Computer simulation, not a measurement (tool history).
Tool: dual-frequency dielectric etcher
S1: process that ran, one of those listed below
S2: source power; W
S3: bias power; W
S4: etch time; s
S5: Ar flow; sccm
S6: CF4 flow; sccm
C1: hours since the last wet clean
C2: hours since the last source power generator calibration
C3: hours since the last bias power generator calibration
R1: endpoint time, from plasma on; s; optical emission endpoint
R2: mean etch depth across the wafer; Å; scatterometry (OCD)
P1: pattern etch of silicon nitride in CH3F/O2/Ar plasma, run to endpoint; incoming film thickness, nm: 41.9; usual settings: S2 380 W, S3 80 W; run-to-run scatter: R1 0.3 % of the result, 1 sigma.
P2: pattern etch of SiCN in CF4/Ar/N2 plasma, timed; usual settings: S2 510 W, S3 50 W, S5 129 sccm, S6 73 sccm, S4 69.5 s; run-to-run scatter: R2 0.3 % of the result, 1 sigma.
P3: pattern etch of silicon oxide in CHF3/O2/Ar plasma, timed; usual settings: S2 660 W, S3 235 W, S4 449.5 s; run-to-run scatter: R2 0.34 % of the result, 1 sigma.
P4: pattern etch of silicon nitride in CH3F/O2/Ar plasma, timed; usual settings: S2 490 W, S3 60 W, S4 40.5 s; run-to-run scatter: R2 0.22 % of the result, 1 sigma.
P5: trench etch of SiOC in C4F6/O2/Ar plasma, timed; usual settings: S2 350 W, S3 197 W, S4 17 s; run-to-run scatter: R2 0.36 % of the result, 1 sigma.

| run | hour | S1 | S2 | S3 | S4 | S5 | S6 | C1 | C2 | C3 | R1 | R2 |
|---|---|---|---|---|---|---|---|---|---|---|---|---|
| 1 | 12.2 | P1 | 380 | 80 |  |  |  | 121.4 | 1836.1 | 1793.9 | 61.258 |  |
| 2 | 20.7 | P3 | 660 | 235 | 280.5 |  |  | 129.9 | 1844.6 | 1802.4 |  | 6374.2 |
| 3 | 33.7 | P1 | 380 | 80 |  |  |  | 142.9 | 1857.6 | 1815.4 | 61.062 |  |
| 4 | 41.7 | P2 | 510 | 50 | 69.5 | 129 | 73 | 150.9 | 1865.6 | 1823.4 |  | 579.72 |
| 5 | 53.5 | P2 | 320 | 50 | 69.5 | 129 | 73 | 162.7 | 1877.4 | 1835.2 |  | 384.09 |
| 6 | 61.3 | P2 | 510 | 50 | 69.5 | 85 | 73 | 170.5 | 1885.2 | 1843 |  | 616.76 |
| 7 | 72.2 | P1 | 310 | 64 |  |  |  | 181.4 | 1896.1 | 1853.9 | 71.442 |  |
| 8 | 84.2 | P5 | 350 | 122 | 17 |  |  | 193.4 | 1908.1 | 1865.9 |  | 296.14 |
| 9 | 91 | P1 | 300 | 50 |  |  |  | 200.2 | 1914.9 | 1872.7 | 79.014 |  |
| 10 | 97 | P4 | 490 | 83 | 40.5 |  |  | 206.2 | 1920.9 | 1878.7 |  | 320.51 |
| 11 | 104.3 | P5 | 440 | 197 | 17 |  |  | 213.5 | 1928.2 | 1886 |  | 374.4 |
| 12 | 112.4 | P1 | 290 | 80 |  |  |  | 221.6 | 1936.3 | 1894.1 | 67.94 |  |
| 13 | 118.4 | P1 | 470 | 80 |  |  |  | 227.6 | 1942.3 | 1900.1 | 56.623 |  |
| 14 | 127.5 | P3 | 660 | 235 | 449.5 |  |  | 236.7 | 1951.4 | 1909.2 |  | 10191 |
| 15 | 138.6 | P1 | 380 | 80 |  |  |  | 247.8 | 1962.5 | 1920.3 | 61.216 |  |
| 16 | 151 | P1 | 480 | 55 |  |  |  | 260.2 | 1974.9 | 1932.7 | 63.443 |  |
| 17 | 159.9 | P2 | 510 | 50 | 46.5 | 129 | 73 | 269.1 | 1983.8 | 1941.6 |  | 385.93 |
| 18 | 167.9 | P5 | 350 | 197 | 17 |  |  | 277.1 | 1991.8 | 1949.6 |  | 338.93 |
| 19 | 180.3 | P1 | 380 | 108 |  |  |  | 289.5 | 2004.2 | 1962 | 55.044 |  |
| 20 | 193.1 | P4 | 490 | 60 | 40.5 |  |  | 302.3 | 2017 | 1974.8 |  | 287.62 |
| 21 | 201.2 | P4 | 490 | 60 | 57.5 |  |  | 310.4 | 2025.1 | 1982.9 |  | 408.57 |
|  | 204.7 | bias power generator calibrated |
| 22 | 214.9 | P5 | 350 | 197 | 12.5 |  |  | 324.1 | 2038.8 | 10.2 |  | 249.17 |
| 23 | 228.5 | P2 | 510 | 50 | 69.5 | 129 | 56 | 337.7 | 2052.4 | 23.8 |  | 549.21 |
| 24 | 235.6 | P4 | 330 | 60 | 40.5 |  |  | 344.8 | 2059.5 | 30.9 |  | 247.36 |
| 25 | 247.2 | P3 | 660 | 235 | 449.5 |  |  | 356.4 | 2071.1 | 42.5 |  | 10205 |
| 26 | 254.7 | P1 | 380 | 58 |  |  |  | 363.9 | 2078.6 | 50 | 68.347 |  |
| 27 | 261.7 | P4 | 490 | 60 | 40.5 |  |  | 370.9 | 2085.6 | 57 |  | 288.58 |
| 28 | 272.3 | P3 | 900 | 235 | 449.5 |  |  | 381.5 | 2096.2 | 67.6 |  | 11578 |
| 29 | 283.8 | P1 | 380 | 80 |  |  |  | 393 | 2107.7 | 79.1 | 61.397 |  |
| 30 | 292.2 | P3 | 660 | 149 | 449.5 |  |  | 401.4 | 2116.1 | 87.5 |  | 8755.8 |
| 31 | 303.8 | P2 | 510 | 34 | 69.5 | 129 | 73 | 413 | 2127.7 | 99.1 |  | 512.66 |
| 32 | 317.4 | P1 | 380 | 80 |  |  |  | 426.6 | 2141.3 | 112.7 | 61.104 |  |
| 33 | 325.5 | P1 | 380 | 80 |  |  |  | 434.7 | 2149.4 | 120.8 | 61.656 |  |
| 34 | 334.3 | P1 | 380 | 80 |  |  |  | 443.5 | 2158.2 | 129.6 | 61.973 |  |
| 35 | 346.7 | P1 | 380 | 80 |  |  |  | 455.9 | 2170.6 | 142 | 62.403 |  |
| 36 | 354.4 | P1 | 380 | 80 |  |  |  | 463.6 | 2178.3 | 149.7 | 62.212 |  |
| 37 | 364.1 | P1 | 380 | 80 |  |  |  | 473.3 | 2188 | 159.4 | 62.062 |  |
|  | 377.4 | wet clean of the chamber |
| 38 | 377.9 | P1 | 380 | 80 |  |  |  | 0.5 | 2201.8 | 173.2 | 62.036 |  |
| 39 | 389.6 | P1 | 380 | 80 |  |  |  | 12.2 | 2213.5 | 184.9 | 62.061 |  |
| 40 | 402.7 | P1 | 380 | 80 |  |  |  | 25.3 | 2226.6 | 198 | 62.352 |  |
| 41 | 410.7 | P1 | 380 | 80 |  |  |  | 33.3 | 2234.6 | 206 | 62.49 |  |

What P1 gives has crept away from where it was. These 2 causes fit the log equally well, each at the size given:
A: source power that arrives under what is set, % = 3.96
B: bias power that arrives under what is set, % = 4.25
The creep began at about hour 325.5.
Why every other cause is out:
chamber walls in a state that lowers the etch rate, %: serviced at hour 377.4, which brought nothing back

4 check runs are offered, one wafer each, their results left as question marks. Which one tells the causes apart?
| check 1 | 418.7 | P3 | 660 | 235 | 449.5 |  |  |  |  |  |  | ? |
| check 2 | 418.7 | P2 | 510 | 50 | 69.5 | 129 | 73 |  |  |  |  | ? |
| check 3 | 418.7 | P5 | 350 | 197 | 17 |  |  |  |  |  |  | ? |
| check 4 | 418.7 | P4 | 490 | 60 | 40.5 |  |  |  |  |  |  | ? |

What each check would give under each cause:
| check | result | if A | if B |
|---|---|---|---|
| check 1 | R2 | 10042 | 10042 |
| check 2 | R2 | 557.92 | 570.09 |
| check 3 | R2 | 335.72 | 336.22 |
| check 4 | R2 | 283.43 | 283.9 |
How far apart the two closest causes lie, in the result that separates them most: check 1 0 %; check 2 2.16 %; check 3 0.15 %; check 4 0.17 %
Check 2 tells the causes apart: in the others they would give nearly the same result.

Then check 2 was run and gave: R2 557.34 Å. Which cause is it?

It is A: source power that arrives under what is set, %.
